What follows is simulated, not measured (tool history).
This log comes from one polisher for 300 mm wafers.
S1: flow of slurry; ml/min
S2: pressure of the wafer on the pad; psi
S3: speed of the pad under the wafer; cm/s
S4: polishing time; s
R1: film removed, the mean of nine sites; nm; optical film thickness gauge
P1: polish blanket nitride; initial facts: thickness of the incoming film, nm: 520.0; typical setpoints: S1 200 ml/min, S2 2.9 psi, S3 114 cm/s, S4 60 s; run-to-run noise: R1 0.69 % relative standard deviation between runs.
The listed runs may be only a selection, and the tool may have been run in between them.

{"run": 1, "hour": 14.5, "S1": 200, "S2": 2.9, "S3": 114, "S4": 60, "R1": 91.365}
{"run": 2, "hour": 27.8, "S1": 200, "S2": 2.9, "S3": 114, "S4": 60, "R1": 91.996}
{"run": 3, "hour": 40.7, "S1": 200, "S2": 2.9, "S3": 176, "S4": 60, "R1": 129.88}
{"run": 4, "hour": 49.8, "S1": 200, "S2": 2.9, "S3": 114, "S4": 27, "R1": 41.389}
{"run": 5, "hour": 63.9, "S1": 200, "S2": 1.6, "S3": 114, "S4": 40, "R1": 33.733}
{"run": 6, "hour": 74.2, "S1": 200, "S2": 2.9, "S3": 114, "S4": 60, "R1": 92.076}
{"run": 7, "hour": 82.7, "S1": 200, "S2": 3.9, "S3": 114, "S4": 60, "R1": 124.67}
{"run": 8, "hour": 93.2, "S1": 200, "S2": 2.9, "S3": 114, "S4": 60, "R1": 92.586}
{"run": 9, "hour": 99.9, "S1": 200, "S2": 1.4, "S3": 114, "S4": 60, "R1": 44.398}
{"run": 10, "hour": 109.1, "S1": 120, "S2": 3.9, "S3": 114, "S4": 60, "R1": 114.24}
{"run": 11, "hour": 119.3, "S1": 200, "S2": 2.9, "S3": 114, "S4": 60, "R1": 93.16}
{"run": 12, "hour": 134.8, "S1": 200, "S2": 2.9, "S3": 114, "S4": 60, "R1": 92.576}
{"run": 13, "hour": 149.0, "S1": 200, "S2": 2.9, "S3": 114, "S4": 60, "R1": 91.788}
{"run": 14, "hour": 159.6, "S1": 280, "S2": 2.9, "S3": 114, "S4": 60, "R1": 96.409}
{"run": 15, "hour": 169.5, "S1": 120, "S2": 2.9, "S3": 114, "S4": 60, "R1": 84.41}
{"run": 16, "hour": 183.2, "S1": 200, "S2": 2.9, "S3": 114, "S4": 92, "R1": 141.74}
{"run": 17, "hour": 196.0, "S1": 200, "S2": 2.9, "S3": 60, "S4": 60, "R1": 55.253}
{"run": 18, "hour": 203.3, "S1": 200, "S2": 2.9, "S3": 114, "S4": 60, "R1": 91.029}
{"run": 19, "hour": 218.5, "S1": 200, "S2": 2.9, "S3": 114, "S4": 60, "R1": 89.317}
{"run": 20, "hour": 226.3, "S1": 200, "S2": 2.9, "S3": 114, "S4": 60, "R1": 88.522}
{"run": 21, "hour": 240.8, "S1": 200, "S2": 2.9, "S3": 114, "S4": 60, "R1": 87.053}

For run 22, what comes out?
{"run": 22, "hour": 249.3, "S1": 200, "S2": 2.9, "S3": 114, "S4": 60, "R1": "?"}

{"run 22": {"R1": 86.135}}
